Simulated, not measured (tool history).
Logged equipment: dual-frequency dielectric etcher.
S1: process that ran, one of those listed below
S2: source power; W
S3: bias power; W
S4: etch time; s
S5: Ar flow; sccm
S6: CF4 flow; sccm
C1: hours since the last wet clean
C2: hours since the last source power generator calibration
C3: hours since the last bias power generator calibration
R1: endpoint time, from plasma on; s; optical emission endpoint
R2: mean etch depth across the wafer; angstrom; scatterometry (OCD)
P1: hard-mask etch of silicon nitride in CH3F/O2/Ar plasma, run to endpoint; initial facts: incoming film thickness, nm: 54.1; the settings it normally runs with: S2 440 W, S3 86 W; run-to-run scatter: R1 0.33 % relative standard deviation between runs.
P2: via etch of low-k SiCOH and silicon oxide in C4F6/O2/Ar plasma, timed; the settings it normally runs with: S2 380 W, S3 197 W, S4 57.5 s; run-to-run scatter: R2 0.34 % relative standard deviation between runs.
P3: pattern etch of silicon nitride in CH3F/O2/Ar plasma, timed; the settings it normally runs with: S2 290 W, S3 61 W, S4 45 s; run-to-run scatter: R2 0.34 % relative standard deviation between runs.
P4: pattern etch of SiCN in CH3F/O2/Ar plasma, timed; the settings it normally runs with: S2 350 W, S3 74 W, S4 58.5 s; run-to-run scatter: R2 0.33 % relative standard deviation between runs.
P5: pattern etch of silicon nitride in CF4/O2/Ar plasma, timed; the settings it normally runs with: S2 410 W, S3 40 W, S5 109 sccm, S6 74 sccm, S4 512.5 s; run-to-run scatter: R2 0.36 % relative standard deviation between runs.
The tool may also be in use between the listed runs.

Run 1, hour 11.1: S1 P1, S2 440 W, S3 86 W; C1 207; C2 2140.5; C3 1452.9. Result: R1 70.085 s.
Run 2, hour 19.6: S1 P3, S2 190 W, S3 61 W, S4 45 s; C1 215.5; C2 2149; C3 1461.4. Result: R2 228.23 angstrom.
Run 3, hour 30.1: S1 P1, S2 440 W, S3 86 W; C1 226; C2 2159.5; C3 1471.9. Result: R1 70.338 s.
Run 4, hour 43.5: S1 P5, S2 410 W, S3 40 W, S4 512.5 s, S5 80 sccm, S6 74 sccm; C1 239.4; C2 2172.9; C3 1485.3. Result: R2 7333 angstrom.
Run 5, hour 59: S1 P2, S2 380 W, S3 197 W, S4 57.5 s; C1 254.9; C2 2188.4; C3 1500.8. Result: R2 1518.6 angstrom.
Run 6, hour 67.8: S1 P3, S2 290 W, S3 61 W, S4 45 s; C1 263.7; C2 2197.2; C3 1509.6. Result: R2 268.28 angstrom.
Run 7, hour 84.5: S1 P1, S2 530 W, S3 86 W; C1 280.4; C2 2213.9; C3 1526.3. Result: R1 65.74 s.
Run 8, hour 100.1: S1 P4, S2 350 W, S3 74 W, S4 44.5 s; C1 296; C2 2229.5; C3 1541.9. Result: R2 160.8 angstrom.
Run 9, hour 112.2: S1 P4, S2 350 W, S3 101 W, S4 58.5 s; C1 308.1; C2 2241.6; C3 1554. Result: R2 236.07 angstrom.
Run 10, hour 124.8: S1 P4, S2 490 W, S3 74 W, S4 58.5 s; C1 320.7; C2 2254.2; C3 1566.6. Result: R2 238.43 angstrom.
Run 11, hour 141.4: S1 P1, S2 440 W, S3 86 W; C1 337.3; C2 2270.8; C3 1583.2. Result: R1 70.349 s.
Run 12, hour 157.6: S1 P2, S2 380 W, S3 197 W, S4 31.5 s; C1 353.5; C2 2287; C3 1599.4. Result: R2 825.2 angstrom.
Run 13, hour 170.4: S1 P5, S2 410 W, S3 40 W, S4 512.5 s, S5 109 sccm, S6 74 sccm; C1 366.3; C2 2299.8; C3 1612.2. Result: R2 7066 angstrom.
Run 14, hour 185.9: S1 P1, S2 440 W, S3 86 W; C1 381.8; C2 2315.3; C3 1627.7. Result: R1 70.504 s.
Run 15, hour 197.8: S1 P1, S2 440 W, S3 86 W; C1 393.7; C2 2327.2; C3 1639.6. Result: R1 70.241 s.
Run 16, hour 214.6: S1 P1, S2 340 W, S3 110 W; C1 410.5; C2 2344; C3 1656.4. Result: R1 70.862 s.
Run 17, hour 230.3: S1 P5, S2 260 W, S3 40 W, S4 512.5 s, S5 109 sccm, S6 74 sccm; C1 426.2; C2 2359.7; C3 1672.1. Result: R2 4747.5 angstrom.
Run 18, hour 241.6: S1 P4, S2 350 W, S3 74 W, S4 58.5 s; C1 437.5; C2 2371; C3 1683.4. Result: R2 210.11 angstrom.
Run 19, hour 253: S1 P5, S2 410 W, S3 40 W, S4 512.5 s, S5 109 sccm, S6 74 sccm; C1 448.9; C2 2382.4; C3 1694.8. Result: R2 7020.1 angstrom.
Run 20, hour 264.5: S1 P3, S2 290 W, S3 61 W, S4 45 s; C1 460.4; C2 2393.9; C3 1706.3. Result: R2 268.75 angstrom.
Run 21, hour 281.4: S1 P1, S2 360 W, S3 86 W; C1 477.3; C2 2410.8; C3 1723.2. Result: R1 75.321 s.
Run 22, hour 293.1: S1 P3, S2 290 W, S3 41 W, S4 45 s; C1 489; C2 2422.5; C3 1734.9. Result: R2 235.21 angstrom.
Run 23, hour 308.3: S1 P3, S2 290 W, S3 61 W, S4 32.5 s; C1 504.2; C2 2437.7; C3 1750.1. Result: R2 193.21 angstrom.
Run 24, hour 324.3: S1 P5, S2 410 W, S3 23 W, S4 512.5 s, S5 109 sccm, S6 74 sccm; C1 520.2; C2 2453.7; C3 1766.1. Result: R2 5776 angstrom.
Run 25, hour 340.2: S1 P1, S2 440 W, S3 56 W; C1 536.1; C2 2469.6; C3 1782. Result: R1 80.638 s.
Run 26, hour 349: S1 P5, S2 410 W, S3 40 W, S4 287 s, S5 109 sccm, S6 74 sccm; C1 544.9; C2 2478.4; C3 1790.8. Result: R2 3944.9 angstrom.
Run 27, hour 366.1: S1 P5, S2 410 W, S3 40 W, S4 512.5 s, S5 109 sccm, S6 97 sccm; C1 562; C2 2495.5; C3 1807.9. Result: R2 7303.2 angstrom.
Run 28, hour 374.4: S1 P2, S2 380 W, S3 197 W, S4 57.5 s; C1 570.3; C2 2503.8; C3 1816.2. Result: R2 1519 angstrom.
Run 29, hour 382.6: S1 P4, S2 350 W, S3 74 W, S4 58.5 s; C1 578.5; C2 2512; C3 1824.4. Result: R2 211.33 angstrom.
Run 30, hour 396.4: S1 P1, S2 440 W, S3 111 W; C1 592.3; C2 2525.8; C3 1838.2. Result: R1 63.962 s.
Run 31, hour 410: S1 P2, S2 380 W, S3 269 W, S4 57.5 s; C1 605.9; C2 2539.4; C3 1851.8. Result: R2 1678 angstrom.
Run 32, hour 418.6: S1 P2, S2 210 W, S3 197 W, S4 57.5 s; C1 614.5; C2 2548; C3 1860.4. Result: R2 1202.7 angstrom.
Run 33, hour 429.6: S1 P1, S2 550 W, S3 55 W; C1 625.5; C2 2559; C3 1871.4. Result: R1 74.854 s.
Run 34, hour 441.1: S1 P1, S2 440 W, S3 86 W; C1 637; C2 2570.5; C3 1882.9. Result: R1 70.357 s.
Run 35, hour 449.4: S1 P1, S2 440 W, S3 86 W; C1 645.3; C2 2578.8; C3 1891.2. Result: R1 69.829 s.
Run 36, hour 457.2: S1 P1, S2 440 W, S3 86 W; C1 653.1; C2 2586.6; C3 1899. Result: R1 69.943 s.
Run 37, hour 467.4: S1 P1, S2 440 W, S3 86 W; C1 663.3; C2 2596.8; C3 1909.2. Result: R1 69.513 s.
Run 38, hour 482.3: S1 P1, S2 440 W, S3 86 W; C1 678.2; C2 2611.7; C3 1924.1. Result: R1 69.173 s.
Run 39, hour 499.1: S1 P1, S2 440 W, S3 86 W; C1 695; C2 2628.5; C3 1940.9. Result: R1 68.967 s.
Run 40, hour 512.5: S1 P1, S2 440 W, S3 86 W; C1 708.4; C2 2641.9; C3 1954.3. Result: R1 69.073 s.
At hour 513.2: wet clean of the chamber.
Run 41, hour 526.3: S1 P1, S2 440 W, S3 86 W; C1 13.1; C2 2655.7; C3 1968.1. Result: R1 68.842 s.
Run 42, hour 537.1: S1 P1, S2 440 W, S3 86 W; C1 23.9; C2 2666.5; C3 1978.9. Result: R1 68.973 s.
Run 43, hour 549.5: S1 P1, S2 440 W, S3 86 W; C1 36.3; C2 2678.9; C3 1991.3. Result: R1 69.671 s.
Run 44, hour 560.8: S1 P1, S2 440 W, S3 86 W; C1 47.6; C2 2690.2; C3 2002.6. Result: R1 68.86 s.
Run 45, hour 571.2: S1 P1, S2 440 W, S3 86 W; C1 58; C2 2700.6; C3 2013. Result: R1 68.996 s.

The log shows P1 creeping away from where it was. Any of the 2 causes listed here, at the size stated for it, fits the log just as well as the others:
A: bias power that arrives over what is set, % = 4.8
B: source power that arrives over what is set, % = 4.53
Onset of the creep was near hour 441.1.
Excluded causes, each with its reason:
chamber walls in a state that raises the etch rate, %: was serviced at hour 513.2, once the creep was under way, yet the earlier output never came back

Below are 4 check runs, each averaged over 2 wafers, with their results shown as question marks. Which of them would give clearly different results depending on which cause is behind the drift?
Run check 1, hour 581.6: S1 P2, S2 230 W, S3 197 W, S4 32 s. Result: R2 ?.
Run check 2, hour 581.6: S1 P4, S2 480 W, S3 98 W, S4 58.5 s. Result: R2 ?.
Run check 3, hour 581.6: S1 P5, S2 410 W, S3 40 W, S4 383.5 s, S5 92 sccm, S6 74 sccm. Result: R2 ?.
Run check 4, hour 581.6: S1 P3, S2 290 W, S3 45 W, S4 45 s. Result: R2 ?.

What every check run would give for each of its results, assuming each possible cause in turn:
  check  result    if A    if B
check 1      R2  706.07  706.92
check 2      R2  267.13  266.85
check 3      R2  5490.8  5607.7
check 4      R2   246.3  246.91
Per-check spread between the two closest causes, in the result where they differ most: check 1 0.12 %; check 2 0.11 %; check 3 2.11 %; check 4 0.25 %
Only in check 3 would the causes give clearly different results; in the remaining checks their results would be nearly the same.

With check 3 done, the readings were: R2 5492.9 angstrom. Identify which of the listed causes applies.

The cause is A: bias power that arrives over what is set, %.

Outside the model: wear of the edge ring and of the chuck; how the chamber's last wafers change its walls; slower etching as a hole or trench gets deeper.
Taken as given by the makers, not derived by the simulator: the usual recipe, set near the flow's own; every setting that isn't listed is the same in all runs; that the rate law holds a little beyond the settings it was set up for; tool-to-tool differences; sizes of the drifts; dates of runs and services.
